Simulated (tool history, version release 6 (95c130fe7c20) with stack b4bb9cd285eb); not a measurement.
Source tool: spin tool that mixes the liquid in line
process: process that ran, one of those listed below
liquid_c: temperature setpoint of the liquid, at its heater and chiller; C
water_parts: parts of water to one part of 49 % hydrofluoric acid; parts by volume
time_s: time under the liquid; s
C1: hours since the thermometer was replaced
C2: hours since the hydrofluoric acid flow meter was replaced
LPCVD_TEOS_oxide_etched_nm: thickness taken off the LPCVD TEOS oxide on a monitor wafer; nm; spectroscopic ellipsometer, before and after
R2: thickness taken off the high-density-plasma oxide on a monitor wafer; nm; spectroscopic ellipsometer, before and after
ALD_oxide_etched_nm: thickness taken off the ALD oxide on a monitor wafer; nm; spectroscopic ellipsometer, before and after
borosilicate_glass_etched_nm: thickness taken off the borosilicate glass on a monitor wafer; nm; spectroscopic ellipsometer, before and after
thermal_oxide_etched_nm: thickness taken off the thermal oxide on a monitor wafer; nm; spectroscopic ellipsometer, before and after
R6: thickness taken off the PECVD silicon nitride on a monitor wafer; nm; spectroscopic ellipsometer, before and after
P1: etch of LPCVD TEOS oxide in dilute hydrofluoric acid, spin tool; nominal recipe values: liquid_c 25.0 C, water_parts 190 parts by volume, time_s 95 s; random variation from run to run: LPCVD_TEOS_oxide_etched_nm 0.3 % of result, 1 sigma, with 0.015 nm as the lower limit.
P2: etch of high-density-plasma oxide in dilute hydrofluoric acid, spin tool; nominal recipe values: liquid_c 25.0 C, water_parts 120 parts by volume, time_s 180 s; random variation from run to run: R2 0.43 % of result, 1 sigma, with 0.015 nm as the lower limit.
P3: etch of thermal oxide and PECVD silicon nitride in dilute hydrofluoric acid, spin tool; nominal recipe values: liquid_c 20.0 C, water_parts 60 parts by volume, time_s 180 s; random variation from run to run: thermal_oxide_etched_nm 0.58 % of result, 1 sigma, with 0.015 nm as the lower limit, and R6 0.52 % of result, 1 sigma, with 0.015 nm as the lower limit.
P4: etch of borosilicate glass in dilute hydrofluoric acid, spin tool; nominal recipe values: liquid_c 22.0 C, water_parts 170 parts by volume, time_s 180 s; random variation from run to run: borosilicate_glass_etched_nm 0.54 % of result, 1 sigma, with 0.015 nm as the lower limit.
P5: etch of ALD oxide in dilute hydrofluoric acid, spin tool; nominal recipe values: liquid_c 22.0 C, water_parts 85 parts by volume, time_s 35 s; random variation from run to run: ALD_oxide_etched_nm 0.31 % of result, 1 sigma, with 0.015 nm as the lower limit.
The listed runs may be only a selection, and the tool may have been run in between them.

{"run": 1, "hour": 5.9, "process": "P1", "liquid_c": 25.0, "water_parts": 190, "time_s": 95, "C1": 1138.9, "C2": 585.2, "LPCVD_TEOS_oxide_etched_nm": 8.3825}
{"run": 2, "hour": 11.5, "process": "P2", "liquid_c": 25.0, "water_parts": 120, "time_s": 180, "C1": 1144.5, "C2": 590.8, "R2": 8.011}
{"run": 3, "hour": 14.9, "process": "P2", "liquid_c": 32.5, "water_parts": 120, "time_s": 180, "C1": 1147.9, "C2": 594.2, "R2": 10.638}
{"run": 4, "hour": 18.9, "process": "P1", "liquid_c": 25.0, "water_parts": 190, "time_s": 95, "C1": 1151.9, "C2": 598.2, "LPCVD_TEOS_oxide_etched_nm": 8.4155}
{"run": 5, "hour": 24.4, "process": "P1", "liquid_c": 25.0, "water_parts": 190, "time_s": 95, "C1": 1157.4, "C2": 603.7, "LPCVD_TEOS_oxide_etched_nm": 8.3596}
{"run": 6, "hour": 27.5, "process": "P5", "liquid_c": 22.0, "water_parts": 150, "time_s": 35, "C1": 1160.5, "C2": 606.8, "ALD_oxide_etched_nm": 4.6765}
{"run": 7, "hour": 33.0, "process": "P1", "liquid_c": 31.5, "water_parts": 190, "time_s": 170, "C1": 1166.0, "C2": 612.3, "LPCVD_TEOS_oxide_etched_nm": 18.934}
{"run": 8, "hour": 37.2, "process": "P1", "liquid_c": 25.0, "water_parts": 85, "time_s": 55, "C1": 1170.2, "C2": 616.5, "LPCVD_TEOS_oxide_etched_nm": 12.243}
{"run": 9, "hour": 42.8, "process": "P4", "liquid_c": 17.0, "water_parts": 170, "time_s": 180, "C1": 1175.8, "C2": 622.1, "borosilicate_glass_etched_nm": 17.34}
{"run": 10, "hour": 47.6, "process": "P3", "liquid_c": 20.0, "water_parts": 60, "time_s": 335, "C1": 1180.6, "C2": 626.9, "thermal_oxide_etched_nm": 24.326, "R6": 15.573}
{"run": 11, "hour": 53.1, "process": "P3", "liquid_c": 20.0, "water_parts": 30, "time_s": 180, "C1": 1186.1, "C2": 632.4, "thermal_oxide_etched_nm": 27.238, "R6": 16.56}
{"run": 12, "hour": 57.6, "process": "P1", "liquid_c": 19.0, "water_parts": 190, "time_s": 95, "C1": 1190.6, "C2": 636.9, "LPCVD_TEOS_oxide_etched_nm": 6.6283}
{"run": 13, "hour": 62.3, "process": "P5", "liquid_c": 22.0, "water_parts": 85, "time_s": 35, "C1": 1195.3, "C2": 641.6, "ALD_oxide_etched_nm": 8.9307}
{"run": 14, "hour": 66.2, "process": "P4", "liquid_c": 22.0, "water_parts": 55, "time_s": 180, "C1": 1199.2, "C2": 645.5, "borosilicate_glass_etched_nm": 74.414}
{"run": 15, "hour": 70.0, "process": "P1", "liquid_c": 25.0, "water_parts": 190, "time_s": 170, "C1": 1203.0, "C2": 649.3, "LPCVD_TEOS_oxide_etched_nm": 14.96}
{"run": 16, "hour": 73.0, "process": "P1", "liquid_c": 25.0, "water_parts": 330, "time_s": 95, "C1": 1206.0, "C2": 652.3, "LPCVD_TEOS_oxide_etched_nm": 4.16}
{"run": 17, "hour": 77.1, "process": "P4", "liquid_c": 22.0, "water_parts": 170, "time_s": 180, "C1": 1210.1, "C2": 656.4, "borosilicate_glass_etched_nm": 21.166}
{"run": 18, "hour": 80.8, "process": "P5", "liquid_c": 22.0, "water_parts": 85, "time_s": 15, "C1": 1213.8, "C2": 660.1, "ALD_oxide_etched_nm": 3.8002}
{"run": 19, "hour": 84.7, "process": "P2", "liquid_c": 25.0, "water_parts": 120, "time_s": 15, "C1": 1217.7, "C2": 664.0, "R2": 0.67956}
{"run": 20, "hour": 87.4, "process": "P1", "liquid_c": 29.5, "water_parts": 190, "time_s": 95, "C1": 1220.4, "C2": 666.7, "LPCVD_TEOS_oxide_etched_nm": 9.8421}
{"run": 21, "hour": 93.4, "process": "P5", "liquid_c": 30.0, "water_parts": 85, "time_s": 35, "C1": 1226.4, "C2": 672.7, "ALD_oxide_etched_nm": 12.233}
{"run": 22, "hour": 96.5, "process": "P1", "liquid_c": 17.5, "water_parts": 190, "time_s": 15, "C1": 1229.5, "C2": 675.8, "LPCVD_TEOS_oxide_etched_nm": 1.0084}
{"run": 23, "hour": 101.1, "process": "P4", "liquid_c": 22.0, "water_parts": 170, "time_s": 180, "C1": 1234.1, "C2": 680.4, "borosilicate_glass_etched_nm": 21.156}
{"run": 24, "hour": 105.2, "process": "P3", "liquid_c": 27.5, "water_parts": 60, "time_s": 180, "C1": 1238.2, "C2": 684.5, "thermal_oxide_etched_nm": 17.84, "R6": 13.949}
{"run": 25, "hour": 110.8, "process": "P1", "liquid_c": 25.0, "water_parts": 190, "time_s": 40, "C1": 1243.8, "C2": 690.1, "LPCVD_TEOS_oxide_etched_nm": 3.5042}
{"run": 26, "hour": 114.9, "process": "P3", "liquid_c": 20.0, "water_parts": 60, "time_s": 180, "C1": 1247.9, "C2": 694.2, "thermal_oxide_etched_nm": 13.133, "R6": 8.3671}
{"run": 27, "hour": 120.3, "process": "P1", "liquid_c": 25.0, "water_parts": 190, "time_s": 95, "C1": 1253.3, "C2": 699.6, "LPCVD_TEOS_oxide_etched_nm": 8.3997}
{"run": 28, "hour": 124.9, "process": "P4", "liquid_c": 22.0, "water_parts": 170, "time_s": 360, "C1": 1257.9, "C2": 704.2, "borosilicate_glass_etched_nm": 42.525}
{"run": 29, "hour": 128.0, "process": "P1", "liquid_c": 25.0, "water_parts": 100, "time_s": 95, "C1": 1261.0, "C2": 707.3, "LPCVD_TEOS_oxide_etched_nm": 17.699}
{"run": 30, "hour": 132.3, "process": "P1", "liquid_c": 25.0, "water_parts": 190, "time_s": 95, "C1": 1265.3, "C2": 711.6, "LPCVD_TEOS_oxide_etched_nm": 8.3734}
{"run": 31, "hour": 135.4, "process": "P2", "liquid_c": 25.0, "water_parts": 120, "time_s": 180, "C1": 1268.4, "C2": 714.7, "R2": 8.0136}
{"run": 32, "hour": 138.8, "process": "P2", "liquid_c": 25.0, "water_parts": 70, "time_s": 180, "C1": 1271.8, "C2": 718.1, "R2": 14.596}
{"run": 33, "hour": 144.2, "process": "P1", "liquid_c": 25.0, "water_parts": 190, "time_s": 95, "C1": 1277.2, "C2": 723.5, "LPCVD_TEOS_oxide_etched_nm": 8.378}
{"run": 34, "hour": 148.8, "process": "P1", "liquid_c": 25.0, "water_parts": 190, "time_s": 95, "C1": 1281.8, "C2": 728.1, "LPCVD_TEOS_oxide_etched_nm": 8.3714}
{"run": 35, "hour": 151.8, "process": "P1", "liquid_c": 25.0, "water_parts": 190, "time_s": 95, "C1": 1284.8, "C2": 731.1, "LPCVD_TEOS_oxide_etched_nm": 8.5695}
{"run": 36, "hour": 155.2, "process": "P1", "liquid_c": 25.0, "water_parts": 190, "time_s": 95, "C1": 1288.2, "C2": 734.5, "LPCVD_TEOS_oxide_etched_nm": 8.745}
{"run": 37, "hour": 158.4, "process": "P1", "liquid_c": 25.0, "water_parts": 190, "time_s": 95, "C1": 1291.4, "C2": 737.7, "LPCVD_TEOS_oxide_etched_nm": 8.7688}
{"run": 38, "hour": 162.9, "process": "P1", "liquid_c": 25.0, "water_parts": 190, "time_s": 95, "C1": 1295.9, "C2": 742.2, "LPCVD_TEOS_oxide_etched_nm": 8.9036}
{"run": 39, "hour": 167.4, "process": "P1", "liquid_c": 25.0, "water_parts": 190, "time_s": 95, "C1": 1300.4, "C2": 746.7, "LPCVD_TEOS_oxide_etched_nm": 8.97}

What will run 40 give?
{"run": 40, "hour": 170.2, "process": "P1", "liquid_c": 25.0, "water_parts": 190, "time_s": 95, "C1": 1303.2, "C2": 749.5, "LPCVD_TEOS_oxide_etched_nm": "?"}

{"run 40": {"LPCVD_TEOS_oxide_etched_nm": 8.9098}}
